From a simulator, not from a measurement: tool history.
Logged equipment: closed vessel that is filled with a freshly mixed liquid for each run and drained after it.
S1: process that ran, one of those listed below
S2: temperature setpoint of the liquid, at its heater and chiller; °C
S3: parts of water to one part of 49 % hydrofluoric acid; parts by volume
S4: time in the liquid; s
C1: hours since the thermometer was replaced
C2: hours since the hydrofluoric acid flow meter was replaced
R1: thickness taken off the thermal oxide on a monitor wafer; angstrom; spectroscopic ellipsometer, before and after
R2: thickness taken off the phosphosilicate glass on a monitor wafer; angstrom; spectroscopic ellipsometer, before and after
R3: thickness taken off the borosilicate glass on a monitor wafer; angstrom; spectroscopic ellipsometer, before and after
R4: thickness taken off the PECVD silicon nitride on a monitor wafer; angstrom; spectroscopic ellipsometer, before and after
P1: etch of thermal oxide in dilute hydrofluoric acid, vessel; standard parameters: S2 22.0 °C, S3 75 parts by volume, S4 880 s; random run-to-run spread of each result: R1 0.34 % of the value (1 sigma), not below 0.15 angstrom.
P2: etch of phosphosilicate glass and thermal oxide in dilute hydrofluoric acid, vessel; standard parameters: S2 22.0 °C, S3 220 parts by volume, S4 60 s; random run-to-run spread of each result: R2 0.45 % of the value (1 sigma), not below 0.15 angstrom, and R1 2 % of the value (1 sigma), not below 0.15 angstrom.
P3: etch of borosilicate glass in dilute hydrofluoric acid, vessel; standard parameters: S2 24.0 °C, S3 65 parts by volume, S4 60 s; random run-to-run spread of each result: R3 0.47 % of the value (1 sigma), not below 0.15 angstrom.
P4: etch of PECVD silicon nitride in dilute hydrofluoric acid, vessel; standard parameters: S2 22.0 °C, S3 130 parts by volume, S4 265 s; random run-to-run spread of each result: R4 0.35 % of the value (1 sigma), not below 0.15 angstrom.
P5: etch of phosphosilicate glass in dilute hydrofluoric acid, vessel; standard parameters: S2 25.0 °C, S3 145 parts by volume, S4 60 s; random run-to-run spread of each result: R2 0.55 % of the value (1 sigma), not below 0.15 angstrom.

run 1 hour=14.1 | S1=P1 S2=22.0 S3=75 S4=880 | C1=1060.7 C2=65.0 | R1=553.2300
run 2 hour=23.1 | S1=P1 S2=22.0 S3=75 S4=880 | C1=1069.7 C2=74.0 | R1=552.3900
run 3 hour=35.3 | S1=P1 S2=17.5 S3=75 S4=1395 | C1=1081.9 C2=86.2 | R1=731.0500
run 4 hour=49.7 | S1=P1 S2=22.0 S3=75 S4=1710 | C1=1096.3 C2=100.6 | R1=1076.6000
run 5 hour=57.0 | S1=P2 S2=22.0 S3=65 S4=60 | C1=1103.6 C2=107.9 | R1=43.5780 R2=1331.20
run 6 hour=73.5 | S1=P1 S2=22.0 S3=75 S4=880 | C1=1120.1 C2=124.4 | R1=551.5000
run 7 hour=89.4 | S1=P2 S2=22.0 S3=220 S4=60 | C1=1136.0 C2=140.3 | R1=11.3580 R2=329.17
run 8 hour=99.9 | S1=P3 S2=24.0 S3=105 S4=60 | C1=1146.5 C2=150.8 | R3=187.03
run 9 hour=109.6 | S1=P1 S2=22.0 S3=130 S4=880 | C1=1156.2 C2=160.5 | R1=300.6300
run 10 hour=123.1 | S1=P4 S2=22.0 S3=225 S4=265 | C1=1169.7 C2=174.0 | R4=59.210
run 11 hour=136.8 | S1=P3 S2=24.0 S3=65 S4=60 | C1=1183.4 C2=187.7 | R3=316.69
run 12 hour=148.4 | S1=P1 S2=22.0 S3=75 S4=880 | C1=1195.0 C2=199.3 | R1=552.1300
run 13 hour=157.9 | S1=P1 S2=22.0 S3=75 S4=880 | C1=1204.5 C2=208.8 | R1=549.9900
run 14 hour=172.6 | S1=P2 S2=22.0 S3=220 S4=30 | C1=1219.2 C2=223.5 | R1=5.3679 R2=164.35
run 15 hour=183.7 | S1=P1 S2=22.0 S3=75 S4=315 | C1=1230.3 C2=234.6 | R1=197.3000
run 16 hour=198.6 | S1=P3 S2=31.0 S3=65 S4=60 | C1=1245.2 C2=249.5 | R3=420.31
run 17 hour=210.4 | S1=P1 S2=22.0 S3=40 S4=880 | C1=1257.0 C2=261.3 | R1=1081.9000
run 18 hour=219.7 | S1=P4 S2=22.0 S3=130 S4=265 | C1=1266.3 C2=270.6 | R4=101.780
run 19 hour=236.4 | S1=P3 S2=24.0 S3=65 S4=60 | C1=1283.0 C2=287.3 | R3=318.85
run 20 hour=246.9 | S1=P2 S2=17.0 S3=220 S4=60 | C1=1293.5 C2=297.8 | R1=9.0278 R2=269.94
run 21 hour=262.3 | S1=P4 S2=27.0 S3=130 S4=265 | C1=1308.9 C2=313.2 | R4=139.950
run 22 hour=270.2 | S1=P1 S2=17.0 S3=75 S4=880 | C1=1316.8 C2=321.1 | R1=446.7100
run 23 hour=286.4 | S1=P1 S2=28.5 S3=75 S4=880 | C1=1333.0 C2=337.3 | R1=713.2900
-- hour=289.6 hydrofluoric acid flow meter replaced
run 24 hour=295.2 | S1=P4 S2=22.0 S3=130 S4=30 | C1=1341.8 C2=5.6 | R4=11.501
run 25 hour=310.9 | S1=P3 S2=24.0 S3=65 S4=100 | C1=1357.5 C2=21.3 | R3=530.25
run 26 hour=327.0 | S1=P4 S2=22.0 S3=130 S4=265 | C1=1373.6 C2=37.4 | R4=102.450
run 27 hour=341.7 | S1=P5 S2=25.0 S3=145 S4=60 | C1=1388.3 C2=52.1 | R2=393.23
run 28 hour=356.9 | S1=P1 S2=22.0 S3=75 S4=880 | C1=1403.5 C2=67.3 | R1=552.4500
run 29 hour=365.1 | S1=P1 S2=22.0 S3=75 S4=880 | C1=1411.7 C2=75.5 | R1=554.0900
run 30 hour=381.0 | S1=P1 S2=22.0 S3=40 S4=1425 | C1=1427.6 C2=91.4 | R1=1755.3000
run 31 hour=395.2 | S1=P5 S2=25.0 S3=145 S4=90 | C1=1441.8 C2=105.6 | R2=587.62
run 32 hour=406.9 | S1=P5 S2=18.0 S3=145 S4=60 | C1=1453.5 C2=117.3 | R2=298.93
run 33 hour=416.9 | S1=P5 S2=25.0 S3=45 S4=60 | C1=1463.5 C2=127.3 | R2=1424.40
run 34 hour=431.4 | S1=P1 S2=22.0 S3=75 S4=880 | C1=1478.0 C2=141.8 | R1=550.1100
run 35 hour=447.8 | S1=P1 S2=22.0 S3=75 S4=880 | C1=1494.4 C2=158.2 | R1=570.7400
run 36 hour=463.6 | S1=P1 S2=22.0 S3=75 S4=880 | C1=1510.2 C2=174.0 | R1=583.7600
run 37 hour=479.6 | S1=P1 S2=22.0 S3=75 S4=880 | C1=1526.2 C2=190.0 | R1=588.1600
run 38 hour=489.6 | S1=P1 S2=22.0 S3=75 S4=880 | C1=1536.2 C2=200.0 | R1=591.2600
run 39 hour=499.5 | S1=P1 S2=22.0 S3=75 S4=880 | C1=1546.1 C2=209.9 | R1=589.6700
run 40 hour=509.5 | S1=P1 S2=22.0 S3=75 S4=880 | C1=1556.1 C2=219.9 | R1=595.4200
run 41 hour=520.0 | S1=P1 S2=22.0 S3=75 S4=880 | C1=1566.6 C2=230.4 | R1=591.3900
run 42 hour=530.7 | S1=P1 S2=22.0 S3=75 S4=880 | C1=1577.3 C2=241.1 | R1=595.1800
run 43 hour=538.2 | S1=P1 S2=22.0 S3=75 S4=880 | C1=1584.8 C2=248.6 | R1=594.6200
run 44 hour=547.2 | S1=P1 S2=22.0 S3=75 S4=880 | C1=1593.8 C2=257.6 | R1=596.0800
run 45 hour=559.5 | S1=P1 S2=22.0 S3=75 S4=880 | C1=1606.1 C2=269.9 | R1=597.9600

Something has made what P1 gives creep away from where it was; the 2 causes below, each at its own stated size, fit the log equally well:
A: liquid hotter than its thermometer reads (K) = 1.91
B: hydrofluoric acid flow above the setpoint (%) = 7.38
The onset of the drift is placed at about hour 431.4.

Question marks stand in for the results of the 4 check runs listed below, each run on one wafer. Under which run would the listed causes show clearly different results?
run check 1 hour=571.8 | S1=P2 S2=22.0 S3=110 S4=60 | R1=? R2=?
run check 2 hour=571.8 | S1=P3 S2=28.5 S3=65 S4=60 | R3=?
run check 3 hour=571.8 | S1=P5 S2=19.5 S3=145 S4=60 | R2=?
run check 4 hour=571.8 | S1=P4 S2=25.5 S3=215 S4=265 | R4=?

How each check would come out, cause by cause:
check=check_1 result=R1 if_A=26.2980 if_B=26.4070
check=check_1 result=R2 if_A=801.00 if_B=804.31
check=check_2 result=R3 if_A=408.66 if_B=410.10
check=check_3 result=R2 if_A=341.90 if_B=343.86
check=check_4 result=R4 if_A=87.290 if_B=83.339
Separation of the two closest causes in each check, using whichever result separates them best: check 1 0.41 %; check 2 0.35 %; check 3 0.57 %; check 4 4.63 %
Check 4 tells the causes apart: in the others they would give nearly the same result.

Check 4 was then run and gave: R4 83.672 angstrom. Which cause is it?

Of the candidate causes, it is B: hydrofluoric acid flow above the setpoint (%).
